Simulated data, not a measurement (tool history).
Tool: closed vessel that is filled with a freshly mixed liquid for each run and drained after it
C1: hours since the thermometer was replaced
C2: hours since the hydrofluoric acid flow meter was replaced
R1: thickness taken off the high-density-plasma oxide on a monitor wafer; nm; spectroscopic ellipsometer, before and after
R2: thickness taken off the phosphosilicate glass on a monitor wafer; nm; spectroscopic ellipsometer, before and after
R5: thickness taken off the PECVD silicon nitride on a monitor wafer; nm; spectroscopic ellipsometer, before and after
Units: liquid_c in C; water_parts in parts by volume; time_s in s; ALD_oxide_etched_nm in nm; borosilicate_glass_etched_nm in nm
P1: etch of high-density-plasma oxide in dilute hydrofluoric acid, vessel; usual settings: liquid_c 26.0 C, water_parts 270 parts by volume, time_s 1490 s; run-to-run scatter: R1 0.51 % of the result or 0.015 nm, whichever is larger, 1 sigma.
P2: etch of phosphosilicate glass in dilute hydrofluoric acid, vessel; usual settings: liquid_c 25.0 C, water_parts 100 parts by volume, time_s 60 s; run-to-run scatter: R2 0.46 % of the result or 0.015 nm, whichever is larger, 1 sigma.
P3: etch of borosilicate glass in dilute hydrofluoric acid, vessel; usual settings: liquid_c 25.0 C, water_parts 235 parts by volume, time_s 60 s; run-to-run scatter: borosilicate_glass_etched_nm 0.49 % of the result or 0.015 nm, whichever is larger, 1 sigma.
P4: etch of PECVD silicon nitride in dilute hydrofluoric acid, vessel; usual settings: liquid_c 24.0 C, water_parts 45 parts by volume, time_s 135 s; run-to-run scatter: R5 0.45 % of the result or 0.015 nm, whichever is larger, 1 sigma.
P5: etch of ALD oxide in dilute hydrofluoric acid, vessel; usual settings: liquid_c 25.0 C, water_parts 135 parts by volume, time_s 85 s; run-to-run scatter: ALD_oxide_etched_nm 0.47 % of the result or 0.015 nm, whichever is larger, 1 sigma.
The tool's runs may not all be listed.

{"run": 1, "hour": 9.3, "process": "P1", "liquid_c": 26.0, "water_parts": 270, "time_s": 1490, "C1": 1485.4, "C2": 241.5, "R1": 25.944}
{"run": 2, "hour": 22.3, "process": "P2", "liquid_c": 25.0, "water_parts": 100, "time_s": 60, "C1": 1498.4, "C2": 254.5, "R2": 58.598}
{"run": 3, "hour": 36.0, "process": "P5", "liquid_c": 25.0, "water_parts": 45, "time_s": 85, "C1": 1512.1, "C2": 268.2, "ALD_oxide_etched_nm": 20.369}
{"run": 4, "hour": 45.1, "process": "P5", "liquid_c": 25.0, "water_parts": 135, "time_s": 85, "C1": 1521.2, "C2": 277.3, "ALD_oxide_etched_nm": 6.0642}
{"run": 5, "hour": 58.2, "process": "P3", "liquid_c": 25.0, "water_parts": 235, "time_s": 30, "C1": 1534.3, "C2": 290.4, "borosilicate_glass_etched_nm": 6.3919}
{"run": 6, "hour": 73.0, "process": "P2", "liquid_c": 25.0, "water_parts": 100, "time_s": 105, "C1": 1549.1, "C2": 305.2, "R2": 101.39}
{"run": 7, "hour": 88.5, "process": "P2", "liquid_c": 25.0, "water_parts": 100, "time_s": 60, "C1": 1564.6, "C2": 320.7, "R2": 57.535}
{"run": 8, "hour": 96.3, "process": "P4", "liquid_c": 19.0, "water_parts": 45, "time_s": 135, "C1": 1572.4, "C2": 328.5, "R5": 8.1082}
{"run": 9, "hour": 110.1, "process": "P1", "liquid_c": 32.5, "water_parts": 270, "time_s": 2235, "C1": 1586.2, "C2": 342.3, "R1": 48.046}
{"run": 10, "hour": 126.3, "process": "P4", "liquid_c": 24.0, "water_parts": 45, "time_s": 135, "C1": 1602.4, "C2": 358.5, "R5": 11.499}
{"run": 11, "hour": 137.0, "process": "P4", "liquid_c": 24.0, "water_parts": 45, "time_s": 255, "C1": 1613.1, "C2": 369.2, "R5": 21.293}
{"run": 12, "hour": 153.6, "process": "P1", "liquid_c": 26.0, "water_parts": 270, "time_s": 2265, "C1": 1629.7, "C2": 385.8, "R1": 39.715}
{"run": 13, "hour": 164.7, "process": "P1", "liquid_c": 26.0, "water_parts": 125, "time_s": 1490, "C1": 1640.8, "C2": 396.9, "R1": 66.308}
{"run": 14, "hour": 180.6, "process": "P2", "liquid_c": 25.0, "water_parts": 150, "time_s": 60, "C1": 1656.7, "C2": 412.8, "R2": 36.458}
{"run": 15, "hour": 197.0, "process": "P3", "liquid_c": 25.0, "water_parts": 235, "time_s": 60, "C1": 1673.1, "C2": 429.2, "borosilicate_glass_etched_nm": 12.939}
{"run": 16, "hour": 211.4, "process": "P3", "liquid_c": 25.0, "water_parts": 335, "time_s": 60, "C1": 1687.5, "C2": 443.6, "borosilicate_glass_etched_nm": 8.1892}
{"run": 17, "hour": 223.2, "process": "P1", "liquid_c": 26.0, "water_parts": 270, "time_s": 50, "C1": 1699.3, "C2": 455.4, "R1": 0.88275}
{"run": 18, "hour": 240.0, "process": "P1", "liquid_c": 26.0, "water_parts": 270, "time_s": 1490, "C1": 1716.1, "C2": 472.2, "R1": 25.713}
{"run": 19, "hour": 251.6, "process": "P4", "liquid_c": 24.0, "water_parts": 20, "time_s": 135, "C1": 1727.7, "C2": 483.8, "R5": 24.895}
{"run": 20, "hour": 260.6, "process": "P1", "liquid_c": 26.0, "water_parts": 270, "time_s": 1490, "C1": 1736.7, "C2": 492.8, "R1": 25.648}
{"run": 21, "hour": 276.0, "process": "P1", "liquid_c": 26.0, "water_parts": 270, "time_s": 1490, "C1": 1752.1, "C2": 508.2, "R1": 25.945}
{"run": 22, "hour": 288.3, "process": "P1", "liquid_c": 18.0, "water_parts": 485, "time_s": 1490, "C1": 1764.4, "C2": 520.5, "R1": 9.0468}
{"run": 23, "hour": 298.9, "process": "P1", "liquid_c": 30.0, "water_parts": 270, "time_s": 1490, "C1": 1775.0, "C2": 531.1, "R1": 29.495}
{"run": 24, "hour": 312.4, "process": "P5", "liquid_c": 29.5, "water_parts": 135, "time_s": 85, "C1": 1788.5, "C2": 544.6, "ALD_oxide_etched_nm": 7.2236}
{"run": 25, "hour": 323.6, "process": "P3", "liquid_c": 19.0, "water_parts": 235, "time_s": 60, "C1": 1799.7, "C2": 555.8, "borosilicate_glass_etched_nm": 10.338}
{"run": 26, "hour": 340.2, "process": "P2", "liquid_c": 33.5, "water_parts": 100, "time_s": 60, "C1": 1816.3, "C2": 572.4, "R2": 79.604}
{"run": 27, "hour": 349.2, "process": "P1", "liquid_c": 26.0, "water_parts": 270, "time_s": 1490, "C1": 1825.3, "C2": 581.4, "R1": 25.602}
{"run": 28, "hour": 357.6, "process": "P1", "liquid_c": 22.0, "water_parts": 270, "time_s": 1490, "C1": 1833.7, "C2": 589.8, "R1": 22.378}
{"run": 29, "hour": 370.9, "process": "P5", "liquid_c": 25.0, "water_parts": 135, "time_s": 135, "C1": 1847.0, "C2": 603.1, "ALD_oxide_etched_nm": 9.5403}
{"run": 30, "hour": 384.5, "process": "P5", "liquid_c": 25.0, "water_parts": 135, "time_s": 85, "C1": 1860.6, "C2": 616.7, "ALD_oxide_etched_nm": 6.0759}
{"run": 31, "hour": 391.9, "process": "P1", "liquid_c": 26.0, "water_parts": 495, "time_s": 1490, "C1": 1868.0, "C2": 624.1, "R1": 11.368}
{"run": 32, "hour": 405.1, "process": "P1", "liquid_c": 26.0, "water_parts": 270, "time_s": 1490, "C1": 1881.2, "C2": 637.3, "R1": 25.774}
{"run": 33, "hour": 418.2, "process": "P1", "liquid_c": 26.0, "water_parts": 270, "time_s": 1490, "C1": 1894.3, "C2": 650.4, "R1": 25.749}
{"run": 34, "hour": 427.0, "process": "P1", "liquid_c": 26.0, "water_parts": 270, "time_s": 1490, "C1": 1903.1, "C2": 659.2, "R1": 26.571}
{"run": 35, "hour": 442.7, "process": "P1", "liquid_c": 26.0, "water_parts": 270, "time_s": 1490, "C1": 1918.8, "C2": 674.9, "R1": 26.811}
{"run": 36, "hour": 452.4, "process": "P1", "liquid_c": 26.0, "water_parts": 270, "time_s": 1490, "C1": 1928.5, "C2": 684.6, "R1": 27.145}
{"run": 37, "hour": 467.1, "process": "P1", "liquid_c": 26.0, "water_parts": 270, "time_s": 1490, "C1": 1943.2, "C2": 699.3, "R1": 27.143}
{"run": 38, "hour": 482.3, "process": "P1", "liquid_c": 26.0, "water_parts": 270, "time_s": 1490, "C1": 1958.4, "C2": 714.5, "R1": 27.463}
{"run": 39, "hour": 490.6, "process": "P1", "liquid_c": 26.0, "water_parts": 270, "time_s": 1490, "C1": 1966.7, "C2": 722.8, "R1": 27.359}
{"run": 40, "hour": 505.6, "process": "P1", "liquid_c": 26.0, "water_parts": 270, "time_s": 1490, "C1": 1981.7, "C2": 737.8, "R1": 27.323}

What P1 gives has crept away from where it was. These 2 causes fit the log equally well, each at the size given:
A: hydrofluoric acid flow above the setpoint (%) = 4.97
B: liquid hotter than its thermometer reads (K) = 1.82
The creep began at about hour 418.2.

4 check runs are offered, one wafer each, their results left as question marks. Which one tells the causes apart?
{"run": "check 1", "hour": 520.6, "process": "P3", "liquid_c": 25.0, "water_parts": 305, "time_s": 35, "borosilicate_glass_etched_nm": "?"}
{"run": "check 2", "hour": 520.6, "process": "P5", "liquid_c": 29.0, "water_parts": 135, "time_s": 85, "ALD_oxide_etched_nm": "?"}
{"run": "check 3", "hour": 520.6, "process": "P2", "liquid_c": 32.5, "water_parts": 100, "time_s": 95, "R2": "?"}
{"run": "check 4", "hour": 520.6, "process": "P4", "liquid_c": 24.0, "water_parts": 45, "time_s": 225, "R5": "?"}

What each check would give under each cause:
check=check_1 result=borosilicate_glass_etched_nm if_A=5.7536 if_B=5.7458
check=check_2 result=ALD_oxide_etched_nm if_A=7.4766 if_B=7.5472
check=check_3 result=R2 if_A=129.250 if_B=130.620
check=check_4 result=R5 if_A=19.8520 if_B=21.3960
How far apart the two closest causes lie, in the result that separates them most: check 1 0.14 %; check 2 0.94 %; check 3 1.05 %; check 4 7.49 %
Only check 4 tells the causes apart: in the others they would give nearly the same result.

Check 4 was then run and gave: R5 19.9030 nm. Which cause is it?

It is A: hydrofluoric acid flow above the setpoint (%).

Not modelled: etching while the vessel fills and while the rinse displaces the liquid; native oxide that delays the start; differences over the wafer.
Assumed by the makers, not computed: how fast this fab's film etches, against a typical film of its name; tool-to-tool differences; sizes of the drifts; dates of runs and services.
